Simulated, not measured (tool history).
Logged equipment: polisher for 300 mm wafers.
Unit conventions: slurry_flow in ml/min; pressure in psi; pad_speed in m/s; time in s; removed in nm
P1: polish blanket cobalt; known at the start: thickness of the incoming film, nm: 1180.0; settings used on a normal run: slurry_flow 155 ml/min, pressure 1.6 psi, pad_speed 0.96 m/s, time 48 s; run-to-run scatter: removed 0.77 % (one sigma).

run 1 day=0.733 | slurry_flow=155 pressure=1.6 pad_speed=0.96 time=48 | removed=209.84
run 2 day=1.508 | slurry_flow=235 pressure=2.4 pad_speed=0.96 time=48 | removed=327.67
run 3 day=1.908 | slurry_flow=155 pressure=1.6 pad_speed=0.96 time=48 | removed=206.74
run 4 day=2.483 | slurry_flow=115 pressure=1.6 pad_speed=0.62 time=48 | removed=125.99
run 5 day=2.900 | slurry_flow=95 pressure=1.6 pad_speed=0.96 time=48 | removed=188.00
run 6 day=3.408 | slurry_flow=155 pressure=1.6 pad_speed=0.96 time=48 | removed=208.79
run 7 day=3.888 | slurry_flow=215 pressure=1.6 pad_speed=0.96 time=48 | removed=214.07
run 8 day=4.675 | slurry_flow=155 pressure=1.6 pad_speed=0.96 time=28 | removed=120.77
run 9 day=5.462 | slurry_flow=155 pressure=1.6 pad_speed=0.96 time=48 | removed=208.48
run 10 day=6.033 | slurry_flow=155 pressure=1.6 pad_speed=1.30 time=48 | removed=280.26
run 11 day=6.521 | slurry_flow=155 pressure=1.6 pad_speed=0.96 time=48 | removed=206.70
run 12 day=7.071 | slurry_flow=155 pressure=1.6 pad_speed=0.68 time=48 | removed=147.38
run 13 day=7.529 | slurry_flow=155 pressure=1.6 pad_speed=0.96 time=76 | removed=324.98
run 14 day=7.912 | slurry_flow=155 pressure=2.5 pad_speed=0.96 time=48 | removed=322.75
run 15 day=8.504 | slurry_flow=155 pressure=0.9 pad_speed=0.96 time=48 | removed=116.61
run 16 day=9.042 | slurry_flow=155 pressure=1.6 pad_speed=0.96 time=48 | removed=207.26
run 17 day=9.454 | slurry_flow=155 pressure=1.6 pad_speed=0.96 time=48 | removed=202.51
run 18 day=9.942 | slurry_flow=155 pressure=1.6 pad_speed=0.96 time=48 | removed=200.27
run 19 day=10.596 | slurry_flow=155 pressure=1.6 pad_speed=0.96 time=48 | removed=198.71
run 20 day=11.379 | slurry_flow=155 pressure=1.6 pad_speed=0.96 time=48 | removed=195.74
-- day=11.754 worn pad replaced by a new one
run 21 day=11.904 | slurry_flow=155 pressure=1.6 pad_speed=0.96 time=48 | removed=190.83
run 22 day=12.250 | slurry_flow=155 pressure=1.6 pad_speed=0.96 time=48 | removed=193.70
run 23 day=12.842 | slurry_flow=155 pressure=1.6 pad_speed=0.96 time=48 | removed=194.75
run 24 day=13.646 | slurry_flow=155 pressure=1.6 pad_speed=0.96 time=48 | removed=192.67

What P1 gives has crept off from where it sat before. The 2 causes that follow fit the log equally well, each at the size noted:
A: head's pressure below its setpoint, % = 7.98
B: slurry flow missing at the pad, % = 33.4
Creep in the process output first set in at about day 9.042.
What rules out each remaining cause:
removal rate lost through wear of the pad, %: serviced at day 11.754, which brought nothing back

Consider the 4 check runs below, whose results appear as question marks and each of which averages 2 wafers. Which one distinguishes the causes, in that each cause would give it a clearly different result?
run check 1 day=14.450 | slurry_flow=95 pressure=1.6 pad_speed=0.96 time=30 | removed=?
run check 2 day=14.450 | slurry_flow=155 pressure=1.6 pad_speed=0.74 time=67 | removed=?
run check 3 day=14.450 | slurry_flow=155 pressure=1.3 pad_speed=0.96 time=34 | removed=?
run check 4 day=14.450 | slurry_flow=155 pressure=1.6 pad_speed=0.68 time=48 | removed=?

How each check would come out, cause by cause:
check=check_1 result=removed if_A=107.40 if_B=102.70
check=check_2 result=removed if_A=205.22 if_B=205.20
check=check_3 result=removed if_A=109.77 if_B=109.76
check=check_4 result=removed if_A=135.10 if_B=135.09
Separation of the two closest causes in each check, using whichever result separates them best: check 1 4.47 %; check 2 0.01 %; check 3 0.01 %; check 4 0.01 %
Check 1 is the one run that separates the causes; every other check would come out nearly the same whichever cause is at work.

Then check 1 was run and gave: removed 102.65 nm. Which cause is it?

The cause is B: slurry flow missing at the pad, %.
